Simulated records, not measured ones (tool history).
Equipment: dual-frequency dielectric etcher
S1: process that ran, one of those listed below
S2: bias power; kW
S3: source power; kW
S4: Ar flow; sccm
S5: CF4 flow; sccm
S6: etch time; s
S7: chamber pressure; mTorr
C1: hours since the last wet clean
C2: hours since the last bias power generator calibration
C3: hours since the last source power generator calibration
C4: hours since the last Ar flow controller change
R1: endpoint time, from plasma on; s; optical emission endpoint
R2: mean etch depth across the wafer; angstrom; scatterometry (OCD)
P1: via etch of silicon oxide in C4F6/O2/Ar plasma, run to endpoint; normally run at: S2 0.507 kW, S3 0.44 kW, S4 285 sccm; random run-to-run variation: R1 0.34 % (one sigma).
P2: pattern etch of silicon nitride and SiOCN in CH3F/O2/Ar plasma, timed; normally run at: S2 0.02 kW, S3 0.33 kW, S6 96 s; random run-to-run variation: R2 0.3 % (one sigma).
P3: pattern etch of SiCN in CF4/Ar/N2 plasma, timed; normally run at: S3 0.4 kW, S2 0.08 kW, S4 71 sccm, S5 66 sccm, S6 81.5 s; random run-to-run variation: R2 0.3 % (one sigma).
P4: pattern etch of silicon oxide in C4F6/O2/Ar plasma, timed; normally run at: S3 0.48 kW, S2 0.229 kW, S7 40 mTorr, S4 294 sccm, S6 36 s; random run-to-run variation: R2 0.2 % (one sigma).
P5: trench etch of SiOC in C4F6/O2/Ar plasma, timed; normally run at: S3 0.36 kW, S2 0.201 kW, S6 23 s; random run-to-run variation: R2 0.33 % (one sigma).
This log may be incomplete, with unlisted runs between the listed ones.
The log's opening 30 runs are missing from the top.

Run 31, hour 221.5: S1 P4, S2 0.229 kW, S3 0.48 kW, S4 294 sccm, S6 36 s, S7 40 mTorr; C1 113.3; C2 150; C3 590.4; C4 666.3. Result: R2 1256.8 angstrom.
Run 32, hour 230.3: S1 P4, S2 0.229 kW, S3 0.48 kW, S4 294 sccm, S6 24 s, S7 40 mTorr; C1 122.1; C2 158.8; C3 599.2; C4 675.1. Result: R2 838.77 angstrom.
Run 33, hour 238.3: S1 P5, S2 0.201 kW, S3 0.44 kW, S6 23 s; C1 130.1; C2 166.8; C3 607.2; C4 683.1. Result: R2 519.03 angstrom.
Run 34, hour 246.8: S1 P4, S2 0.229 kW, S3 0.67 kW, S4 294 sccm, S6 36 s, S7 40 mTorr; C1 138.6; C2 175.3; C3 615.7; C4 691.6. Result: R2 1425.5 angstrom.
Run 35, hour 251.4: S1 P1, S2 0.507 kW, S3 0.44 kW, S4 285 sccm; C1 143.2; C2 179.9; C3 620.3; C4 696.2. Result: R1 13.907 s.
Run 36, hour 260.5: S1 P1, S2 0.507 kW, S3 0.44 kW, S4 285 sccm; C1 152.3; C2 189; C3 629.4; C4 705.3. Result: R1 13.752 s.
Run 37, hour 269.6: S1 P1, S2 0.507 kW, S3 0.44 kW, S4 285 sccm; C1 161.4; C2 198.1; C3 638.5; C4 714.4. Result: R1 13.856 s.
Run 38, hour 274.9: S1 P1, S2 0.507 kW, S3 0.44 kW, S4 285 sccm; C1 166.7; C2 203.4; C3 643.8; C4 719.7. Result: R1 13.692 s.
At hour 275.1: wet clean of the chamber.
Run 39, hour 279.7: S1 P1, S2 0.507 kW, S3 0.44 kW, S4 285 sccm; C1 4.6; C2 208.2; C3 648.6; C4 724.5. Result: R1 13.719 s.
Run 40, hour 284.6: S1 P1, S2 0.507 kW, S3 0.44 kW, S4 285 sccm; C1 9.5; C2 213.1; C3 653.5; C4 729.4. Result: R1 13.682 s.
At hour 285: Ar flow controller replaced.
Run 41, hour 295.1: S1 P1, S2 0.507 kW, S3 0.44 kW, S4 285 sccm; C1 20; C2 223.6; C3 664; C4 10.2. Result: R1 13.713 s.
Run 42, hour 302.9: S1 P1, S2 0.507 kW, S3 0.44 kW, S4 285 sccm; C1 27.8; C2 231.4; C3 671.8; C4 18. Result: R1 13.664 s.

What does the tool deliver on the next run?
Run 43, hour 308.4: S1 P1, S2 0.507 kW, S3 0.44 kW, S4 285 sccm; C1 33.3; C2 236.9; C3 677.3; C4 23.5. Result: R1 ?.

Run 43 yielded R1 13.683 s.
